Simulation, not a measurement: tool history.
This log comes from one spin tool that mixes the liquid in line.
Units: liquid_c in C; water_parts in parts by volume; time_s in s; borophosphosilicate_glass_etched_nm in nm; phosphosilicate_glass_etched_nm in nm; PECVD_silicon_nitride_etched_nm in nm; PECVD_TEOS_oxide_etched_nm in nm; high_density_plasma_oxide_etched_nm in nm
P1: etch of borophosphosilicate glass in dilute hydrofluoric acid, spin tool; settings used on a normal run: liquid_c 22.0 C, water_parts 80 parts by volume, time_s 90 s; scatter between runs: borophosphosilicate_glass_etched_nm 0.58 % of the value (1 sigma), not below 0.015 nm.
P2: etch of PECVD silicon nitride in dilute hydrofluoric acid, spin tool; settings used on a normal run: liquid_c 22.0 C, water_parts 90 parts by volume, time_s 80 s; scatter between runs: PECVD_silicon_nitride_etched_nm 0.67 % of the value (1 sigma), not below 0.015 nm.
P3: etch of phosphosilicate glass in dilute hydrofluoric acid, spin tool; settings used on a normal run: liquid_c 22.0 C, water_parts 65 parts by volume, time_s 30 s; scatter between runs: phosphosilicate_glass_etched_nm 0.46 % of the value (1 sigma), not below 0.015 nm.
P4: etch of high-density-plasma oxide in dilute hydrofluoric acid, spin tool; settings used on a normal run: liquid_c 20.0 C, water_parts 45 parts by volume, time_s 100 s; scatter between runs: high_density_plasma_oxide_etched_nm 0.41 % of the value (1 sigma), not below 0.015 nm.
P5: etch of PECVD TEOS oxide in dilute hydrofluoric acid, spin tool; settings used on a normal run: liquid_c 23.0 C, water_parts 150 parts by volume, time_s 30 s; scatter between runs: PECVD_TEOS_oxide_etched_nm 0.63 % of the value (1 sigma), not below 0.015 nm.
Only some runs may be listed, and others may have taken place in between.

run,hour,process,liquid_c,water_parts,time_s,hours since the thermometer was replaced,hours since the hydrofluoric acid flow meter was replaced,borophosphosilicate_glass_etched_nm,phosphosilicate_glass_etched_nm,PECVD_silicon_nitride_etched_nm,PECVD_TEOS_oxide_etched_nm,high_density_plasma_oxide_etched_nm
1,16.1,P1,22.0,80,90,1960.9,232.5,49.1870,,,,
2,33.6,P1,22.0,80,15,1978.4,250.0,8.2094,,,,
3,45.5,P1,22.0,80,90,1990.3,261.9,49.5760,,,,
4,54.2,P3,22.0,65,30,1999.0,270.6,,45.235,,,
5,70.2,P3,30.0,65,30,2015.0,286.6,,62.621,,,
6,80.0,P1,18.0,80,90,2024.8,296.4,41.7140,,,,
7,97.4,P1,22.0,80,90,2042.2,313.8,49.3110,,,,
8,112.1,P2,22.0,90,80,2056.9,328.5,,,4.0055,,
9,127.0,P5,23.0,45,30,2071.8,343.4,,,,16.0520,
10,135.0,P4,20.0,45,100,2079.8,351.4,,,,,11.8880
11,145.0,P2,22.0,30,80,2089.8,361.4,,,11.8070,,
12,153.3,P1,22.0,80,90,2098.1,369.7,49.2050,,,,
13,170.9,P1,22.0,80,150,2115.7,387.3,82.5770,,,,
14,183.6,P1,22.0,40,90,2128.4,400.0,104.2200,,,,
15,197.4,P3,22.0,65,60,2142.2,413.8,,91.131,,,
16,211.4,P5,17.0,150,30,2156.2,427.8,,,,3.3820,
17,224.6,P3,22.0,65,30,2169.4,441.0,,45.454,,,
18,239.5,P5,23.0,150,30,2184.3,455.9,,,,4.3439,
19,248.8,P4,17.0,45,100,2193.6,465.2,,,,,10.3260
20,257.8,P4,20.0,45,100,2202.6,474.2,,,,,11.8240
21,273.5,P1,22.0,120,130,2218.3,489.9,45.5040,,,,
22,286.6,P2,22.0,90,25,2231.4,503.0,,,1.2338,,
23,298.2,P5,23.0,150,30,2243.0,514.6,,,,4.2243,
24,316.6,P3,22.0,30,30,2261.4,533.0,,103.340,,,
# hour 321.4: hydrofluoric acid flow meter replaced
25,334.4,P1,25.5,80,90,2279.2,13.1,56.4220,,,,
26,343.8,P2,17.0,90,80,2288.6,22.5,,,2.8900,,
27,358.3,P4,20.0,70,100,2303.1,37.0,,,,,7.4709
28,373.7,P1,22.0,140,90,2318.5,52.4,26.2770,,,,
29,385.2,P1,22.0,135,135,2330.0,63.9,41.6340,,,,
30,396.6,P1,22.0,80,90,2341.4,75.3,49.5920,,,,
31,411.7,P4,20.0,45,25,2356.5,90.4,,,,,2.9847
32,426.4,P5,23.0,150,15,2371.2,105.1,,,,2.1314,
33,439.4,P1,22.0,80,90,2384.2,118.1,49.1480,,,,
34,452.4,P1,22.0,80,90,2397.2,131.1,51.5370,,,,
35,466.8,P1,22.0,80,90,2411.6,145.5,52.4340,,,,
36,481.5,P1,22.0,80,90,2426.3,160.2,53.1060,,,,
37,497.9,P1,22.0,80,90,2442.7,176.6,53.0780,,,,

For run 38, what comes out?
38,508.7,P1,22.0,80,90,2453.5,187.4,?,,,,

borophosphosilicate_glass_etched_nm: 53.4910 nm

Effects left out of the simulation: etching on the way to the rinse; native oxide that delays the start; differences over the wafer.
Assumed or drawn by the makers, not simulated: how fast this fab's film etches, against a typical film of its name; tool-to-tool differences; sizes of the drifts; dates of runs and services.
